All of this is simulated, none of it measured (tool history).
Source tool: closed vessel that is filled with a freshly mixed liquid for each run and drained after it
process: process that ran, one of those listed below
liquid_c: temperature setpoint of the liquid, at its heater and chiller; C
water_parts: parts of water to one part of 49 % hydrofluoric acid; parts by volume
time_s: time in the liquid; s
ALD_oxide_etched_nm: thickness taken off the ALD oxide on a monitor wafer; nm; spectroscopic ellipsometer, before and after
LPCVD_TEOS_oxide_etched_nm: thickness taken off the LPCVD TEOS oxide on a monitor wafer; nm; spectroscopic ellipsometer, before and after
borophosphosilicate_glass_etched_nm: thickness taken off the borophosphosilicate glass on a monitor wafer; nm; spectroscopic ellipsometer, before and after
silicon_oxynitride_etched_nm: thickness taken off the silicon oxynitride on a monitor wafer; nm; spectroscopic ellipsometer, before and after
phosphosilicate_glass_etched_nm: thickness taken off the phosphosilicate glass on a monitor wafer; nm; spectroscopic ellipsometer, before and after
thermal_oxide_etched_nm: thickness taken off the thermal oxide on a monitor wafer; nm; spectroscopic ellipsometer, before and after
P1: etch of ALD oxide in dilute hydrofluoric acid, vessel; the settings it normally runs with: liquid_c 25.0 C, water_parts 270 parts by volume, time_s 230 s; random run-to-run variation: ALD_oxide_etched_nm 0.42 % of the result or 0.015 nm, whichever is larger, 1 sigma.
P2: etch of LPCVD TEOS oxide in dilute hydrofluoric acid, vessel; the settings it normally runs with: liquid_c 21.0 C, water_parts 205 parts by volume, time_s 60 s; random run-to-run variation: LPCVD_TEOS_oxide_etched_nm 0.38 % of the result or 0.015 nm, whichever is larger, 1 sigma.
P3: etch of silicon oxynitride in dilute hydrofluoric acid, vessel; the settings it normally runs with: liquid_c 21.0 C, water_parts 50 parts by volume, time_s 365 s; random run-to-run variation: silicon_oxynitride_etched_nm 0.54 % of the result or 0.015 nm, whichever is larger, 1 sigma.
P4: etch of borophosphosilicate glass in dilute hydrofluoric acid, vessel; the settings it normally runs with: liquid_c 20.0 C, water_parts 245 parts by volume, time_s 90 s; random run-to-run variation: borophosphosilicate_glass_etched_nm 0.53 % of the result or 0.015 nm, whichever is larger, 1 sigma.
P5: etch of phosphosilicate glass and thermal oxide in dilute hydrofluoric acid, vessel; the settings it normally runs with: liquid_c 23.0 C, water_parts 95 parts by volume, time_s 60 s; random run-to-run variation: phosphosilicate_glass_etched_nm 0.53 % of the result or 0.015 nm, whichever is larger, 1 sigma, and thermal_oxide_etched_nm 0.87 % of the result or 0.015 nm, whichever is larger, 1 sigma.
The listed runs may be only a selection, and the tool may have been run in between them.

run,hour,process,liquid_c,water_parts,time_s,hours since the thermometer was replaced,hours since the hydrofluoric acid flow meter was replaced,ALD_oxide_etched_nm,LPCVD_TEOS_oxide_etched_nm,borophosphosilicate_glass_etched_nm,silicon_oxynitride_etched_nm,phosphosilicate_glass_etched_nm,thermal_oxide_etched_nm
1,2.8,P1,25.0,270,230,446.1,989.2,7.6920,,,,,
2,6.9,P2,21.0,205,30,450.2,993.3,,3.5597,,,,
3,10.9,P2,21.0,205,60,454.2,997.3,,7.1944,,,,
4,14.2,P4,26.0,245,90,457.5,1000.6,,,12.9420,,,
5,17.9,P1,25.0,270,230,461.2,1004.3,7.5841,,,,,
6,21.9,P2,21.0,205,60,465.2,1008.3,,7.1712,,,,
7,26.2,P2,21.0,90,60,469.5,1012.6,,18.5510,,,,
8,28.9,P1,29.5,425,230,472.2,1015.3,4.7902,,,,,
9,32.3,P3,21.0,50,30,475.6,1018.7,,,,1.2503,,
10,36.8,P1,25.0,270,50,480.1,1023.2,1.6838,,,,,
11,41.9,P4,20.0,360,90,485.2,1028.3,,,6.4848,,,
12,45.5,P1,32.0,270,230,488.8,1031.9,9.7163,,,,,
13,49.2,P1,25.0,270,230,492.5,1035.6,7.6199,,,,,
14,53.6,P1,25.0,270,455,496.9,1040.0,15.1380,,,,,
15,59.1,P3,21.0,50,365,502.4,1045.5,,,,15.2940,,
16,63.7,P5,23.0,95,60,507.0,1050.1,,,,,76.477,2.9743
17,69.0,P4,20.0,245,90,512.3,1055.4,,,10.5270,,,
18,73.5,P4,20.0,245,155,516.8,1059.9,,,17.8790,,,
19,78.9,P1,25.0,270,230,522.2,1065.3,7.6682,,,,,
20,82.6,P1,25.0,480,230,525.9,1069.0,3.5163,,,,,
21,85.9,P1,25.0,270,230,529.2,1072.3,7.6510,,,,,
22,89.5,P1,17.0,270,230,532.8,1075.9,5.7028,,,,,

Run 23 is up next; what results do you expect?
23,94.2,P1,32.5,270,75,537.5,1080.6,?,,,,,

ALD_oxide_etched_nm: 3.1888 nm

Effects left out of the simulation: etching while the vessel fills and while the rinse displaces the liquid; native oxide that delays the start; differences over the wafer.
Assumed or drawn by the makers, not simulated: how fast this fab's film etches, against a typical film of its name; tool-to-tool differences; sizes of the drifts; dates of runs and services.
